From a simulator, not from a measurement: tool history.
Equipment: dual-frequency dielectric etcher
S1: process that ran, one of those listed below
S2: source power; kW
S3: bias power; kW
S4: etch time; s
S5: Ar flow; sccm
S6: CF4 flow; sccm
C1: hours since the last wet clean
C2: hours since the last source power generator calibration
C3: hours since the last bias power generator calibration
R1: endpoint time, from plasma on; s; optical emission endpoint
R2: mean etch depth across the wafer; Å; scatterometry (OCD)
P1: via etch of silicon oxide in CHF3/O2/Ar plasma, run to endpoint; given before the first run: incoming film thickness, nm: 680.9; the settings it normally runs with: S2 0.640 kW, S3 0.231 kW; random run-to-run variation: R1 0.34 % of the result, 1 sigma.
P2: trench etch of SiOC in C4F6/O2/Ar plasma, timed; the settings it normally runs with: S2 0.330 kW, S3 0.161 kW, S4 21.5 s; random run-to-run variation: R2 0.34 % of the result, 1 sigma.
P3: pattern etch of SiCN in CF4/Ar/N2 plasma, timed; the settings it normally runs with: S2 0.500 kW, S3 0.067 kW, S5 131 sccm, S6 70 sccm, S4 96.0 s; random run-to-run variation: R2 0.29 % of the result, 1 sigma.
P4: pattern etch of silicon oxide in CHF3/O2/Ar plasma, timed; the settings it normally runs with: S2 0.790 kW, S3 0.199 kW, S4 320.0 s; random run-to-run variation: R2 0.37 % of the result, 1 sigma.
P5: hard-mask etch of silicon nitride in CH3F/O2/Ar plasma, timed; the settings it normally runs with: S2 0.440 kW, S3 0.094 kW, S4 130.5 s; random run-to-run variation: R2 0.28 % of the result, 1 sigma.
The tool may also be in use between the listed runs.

| run | day | S1 | S2 | S3 | S4 | S5 | S6 | C1 | C2 | C3 | R1 | R2 |
|---|---|---|---|---|---|---|---|---|---|---|---|---|
| 1 | 0.129 | P1 | 0.640 | 0.231 |  |  |  | 206.8 | 2013.5 | 1980.5 | 301.28 |  |
| 2 | 0.308 | P4 | 0.790 | 0.199 | 320.0 |  |  | 211.1 | 2017.8 | 1984.8 |  | 7148.80 |
| 3 | 0.425 | P3 | 0.500 | 0.067 | 96.0 | 131 | 54 | 213.9 | 2020.6 | 1987.6 |  | 813.52 |
| 4 | 0.612 | P3 | 0.380 | 0.067 | 96.0 | 131 | 70 | 218.4 | 2025.1 | 1992.1 |  | 665.70 |
| 5 | 0.746 | P1 | 0.490 | 0.273 |  |  |  | 221.6 | 2028.3 | 1995.3 | 314.42 |  |
| 6 | 0.883 | P1 | 0.640 | 0.231 |  |  |  | 224.9 | 2031.6 | 1998.6 | 301.24 |  |
| 7 | 0.967 | P2 | 0.460 | 0.161 | 21.5 |  |  | 226.9 | 2033.6 | 2000.6 |  | 453.87 |
| 8 | 1.129 | P1 | 0.640 | 0.231 |  |  |  | 230.8 | 2037.5 | 2004.5 | 301.31 |  |
| 9 | 1.250 | P4 | 1.090 | 0.199 | 320.0 |  |  | 233.7 | 2040.4 | 2007.4 |  | 8090.20 |
| 10 | 1.404 | P1 | 0.480 | 0.181 |  |  |  | 237.4 | 2044.1 | 2011.1 | 364.66 |  |
| 11 | 1.596 | P1 | 0.780 | 0.231 |  |  |  | 242.0 | 2048.7 | 2015.7 | 280.66 |  |
| 12 | 1.725 | P5 | 0.440 | 0.094 | 190.0 |  |  | 245.1 | 2051.8 | 2018.8 |  | 1567.60 |
| 13 | 1.808 | P2 | 0.330 | 0.161 | 12.0 |  |  | 247.1 | 2053.8 | 2020.8 |  | 223.05 |
| 14 | 1.967 | P3 | 0.500 | 0.067 | 96.0 | 131 | 70 | 250.9 | 2057.6 | 2024.6 |  | 852.60 |
| 15 | 2.108 | P3 | 0.500 | 0.091 | 96.0 | 131 | 70 | 254.3 | 2061.0 | 2028.0 |  | 957.17 |
| 16 | 2.208 | P5 | 0.440 | 0.059 | 130.5 |  |  | 256.7 | 2063.4 | 2030.4 |  | 915.00 |
| 17 | 2.321 | P5 | 0.440 | 0.094 | 130.5 |  |  | 259.4 | 2066.1 | 2033.1 |  | 1079.40 |
| 18 | 2.417 | P4 | 0.790 | 0.199 | 392.5 |  |  | 261.7 | 2068.4 | 2035.4 |  | 8754.30 |
| 19 | 2.600 | P4 | 0.790 | 0.199 | 320.0 |  |  | 266.1 | 2072.8 | 2039.8 |  | 7202.50 |
| 20 | 2.762 | P1 | 0.510 | 0.152 |  |  |  | 270.0 | 2076.7 | 2043.7 | 378.20 |  |
| 21 | 2.950 | P1 | 0.640 | 0.231 |  |  |  | 274.5 | 2081.2 | 2048.2 | 300.99 |  |
| 22 | 3.092 | P1 | 0.440 | 0.231 |  |  |  | 277.9 | 2084.6 | 2051.6 | 346.30 |  |
| 23 | 3.275 | P3 | 0.500 | 0.067 | 96.0 | 183 | 70 | 282.3 | 2089.0 | 2056.0 |  | 802.92 |
| 24 | 3.412 | P2 | 0.330 | 0.197 | 21.5 |  |  | 285.6 | 2092.3 | 2059.3 |  | 422.77 |
| 25 | 3.592 | P1 | 0.640 | 0.231 |  |  |  | 289.9 | 2096.6 | 2063.6 | 301.52 |  |
| 26 | 3.775 | P3 | 0.500 | 0.067 | 117.5 | 131 | 70 | 294.3 | 2101.0 | 2068.0 |  | 1040.40 |
| 27 | 3.867 | P5 | 0.570 | 0.094 | 130.5 |  |  | 296.5 | 2103.2 | 2070.2 |  | 1185.50 |
| 28 | 4.029 | P2 | 0.330 | 0.161 | 21.5 |  |  | 300.4 | 2107.1 | 2074.1 |  | 397.80 |
| 29 | 4.192 | P3 | 0.500 | 0.067 | 96.0 | 131 | 70 | 304.3 | 2111.0 | 2078.0 |  | 856.61 |
| 30 | 4.333 | P1 | 0.640 | 0.313 |  |  |  | 307.7 | 2114.4 | 2081.4 | 270.63 |  |
| 31 | 4.446 | P1 | 0.640 | 0.231 |  |  |  | 310.4 | 2117.1 | 2084.1 | 301.74 |  |
| 32 | 4.571 | P4 | 0.790 | 0.271 | 320.0 |  |  | 313.4 | 2120.1 | 2087.1 |  | 8024.30 |
| 33 | 4.700 | P1 | 0.640 | 0.169 |  |  |  | 316.5 | 2123.2 | 2090.2 | 336.11 |  |
| 34 | 4.812 | P1 | 0.640 | 0.231 |  |  |  | 319.2 | 2125.9 | 2092.9 | 300.74 |  |
| 35 | 4.942 | P1 | 0.640 | 0.231 |  |  |  | 322.3 | 2129.0 | 2096.0 | 300.44 |  |
| 36 | 5.042 | P1 | 0.640 | 0.231 |  |  |  | 324.7 | 2131.4 | 2098.4 | 298.63 |  |
| 37 | 5.138 | P1 | 0.640 | 0.231 |  |  |  | 327.0 | 2133.7 | 2100.7 | 298.75 |  |
| 38 | 5.329 | P1 | 0.640 | 0.231 |  |  |  | 331.6 | 2138.3 | 2105.3 | 296.84 |  |
|  | 5.342 | wet clean of the chamber |
| 39 | 5.508 | P1 | 0.640 | 0.231 |  |  |  | 4.1 | 2142.6 | 2109.6 | 296.55 |  |
| 40 | 5.671 | P1 | 0.640 | 0.231 |  |  |  | 8.0 | 2146.5 | 2113.5 | 295.91 |  |
| 41 | 5.854 | P1 | 0.640 | 0.231 |  |  |  | 12.4 | 2150.9 | 2117.9 | 296.18 |  |
| 42 | 5.938 | P1 | 0.640 | 0.231 |  |  |  | 14.4 | 2152.9 | 2119.9 | 295.65 |  |
| 43 | 6.108 | P1 | 0.640 | 0.231 |  |  |  | 18.5 | 2157.0 | 2124.0 | 296.60 |  |

Compared with where it was, what P1 gives has crept away. Each cause listed below fits the log as well as the rest, at the size given for it:
A: bias power that arrives over what is set, % = 5
B: source power that arrives over what is set, % = 4.66
The creep began at about day 4.812.
All other causes, with the reason each is excluded:
chamber walls in a state that raises the etch rate, %: serviced after onset, at day 5.342, with no recovery of the prior output

Consider the 4 single-wafer check runs listed below, results given as question marks: which one distinguishes between the causes by giving clearly different results for each?
| check 1 | 6.279 | P4 | 0.790 | 0.259 | 320.0 |  |  |  |  |  |  | ? |
| check 2 | 6.279 | P5 | 0.570 | 0.094 | 164.0 |  |  |  |  |  |  | ? |
| check 3 | 6.279 | P2 | 0.450 | 0.161 | 14.0 |  |  |  |  |  |  | ? |
| check 4 | 6.279 | P3 | 0.500 | 0.090 | 96.0 | 131 | 70 |  |  |  |  | ? |

How each check would come out, cause by cause:
| check | result | if A | if B |
|---|---|---|---|
| check 1 | R2 | 8004.10 | 8002.80 |
| check 2 | R2 | 1514.90 | 1514.50 |
| check 3 | R2 | 296.62 | 297.48 |
| check 4 | R2 | 963.77 | 984.49 |
Minimum pairwise separation of causes per check, each pair taken at its best-separating result: check 1 0.02 %; check 2 0.02 %; check 3 0.29 %; check 4 2.13 %
The causes can be told apart only by check 4. The other checks would give nearly the same results under each of them.

Check 4 was carried out, with these results: R2 964.03 Å. Which of the listed causes is responsible?

The correct cause is A, namely: bias power that arrives over what is set, %.

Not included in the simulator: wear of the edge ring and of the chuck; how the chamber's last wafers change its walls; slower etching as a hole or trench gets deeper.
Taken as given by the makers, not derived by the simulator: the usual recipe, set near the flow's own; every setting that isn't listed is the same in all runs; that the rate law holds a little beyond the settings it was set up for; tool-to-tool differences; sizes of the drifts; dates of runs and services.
